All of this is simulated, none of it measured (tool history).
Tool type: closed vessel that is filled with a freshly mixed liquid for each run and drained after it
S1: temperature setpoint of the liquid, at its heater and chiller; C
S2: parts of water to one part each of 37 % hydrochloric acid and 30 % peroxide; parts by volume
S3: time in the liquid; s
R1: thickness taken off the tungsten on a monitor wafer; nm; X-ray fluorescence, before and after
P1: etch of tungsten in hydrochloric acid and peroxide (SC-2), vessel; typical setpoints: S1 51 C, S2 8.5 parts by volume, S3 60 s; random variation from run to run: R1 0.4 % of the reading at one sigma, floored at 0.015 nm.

Run 1, hour 6.3: S1 51 C, S2 8.5 parts by volume, S3 60 s. Result: R1 26.44 nm.
Run 2, hour 12.8: S1 51 C, S2 11.5 parts by volume, S3 30 s. Result: R1 10.283 nm.
Run 3, hour 18.6: S1 51 C, S2 15 parts by volume, S3 60 s. Result: R1 16.397 nm.
Run 4, hour 29: S1 51 C, S2 4 parts by volume, S3 60 s. Result: R1 46.809 nm.
Run 5, hour 34.5: S1 51 C, S2 6 parts by volume, S3 105 s. Result: R1 60.743 nm.
Run 6, hour 42.6: S1 51 C, S2 8.5 parts by volume, S3 60 s. Result: R1 26.542 nm.
Run 7, hour 50.8: S1 35 C, S2 8.5 parts by volume, S3 60 s. Result: R1 8.6243 nm.
Run 8, hour 57: S1 51 C, S2 8.5 parts by volume, S3 110 s. Result: R1 48.558 nm.
Run 9, hour 65.3: S1 51 C, S2 8.5 parts by volume, S3 30 s. Result: R1 13.338 nm.
Run 10, hour 72.2: S1 51 C, S2 8.5 parts by volume, S3 60 s. Result: R1 26.58 nm.
Run 11, hour 78.6: S1 51 C, S2 8.5 parts by volume, S3 60 s. Result: R1 26.53 nm.
Run 12, hour 83.5: S1 64.5 C, S2 8.5 parts by volume, S3 60 s. Result: R1 62.551 nm.
Run 13, hour 92.2: S1 51 C, S2 8.5 parts by volume, S3 60 s. Result: R1 26.557 nm.
Run 14, hour 97.1: S1 51 C, S2 8.5 parts by volume, S3 60 s. Result: R1 25.428 nm.
Run 15, hour 101.9: S1 51 C, S2 8.5 parts by volume, S3 60 s. Result: R1 24.756 nm.
At hour 105.7: new drum of peroxide connected.
Run 16, hour 108.4: S1 51 C, S2 8.5 parts by volume, S3 60 s. Result: R1 24.433 nm.
Run 17, hour 115.7: S1 51 C, S2 8.5 parts by volume, S3 60 s. Result: R1 24.287 nm.

For run 18, what comes out?
Run 18, hour 122.2: S1 51 C, S2 8.5 parts by volume, S3 60 s. Result: R1 ?.

For run 18 the tool returned R1 24.108 nm.
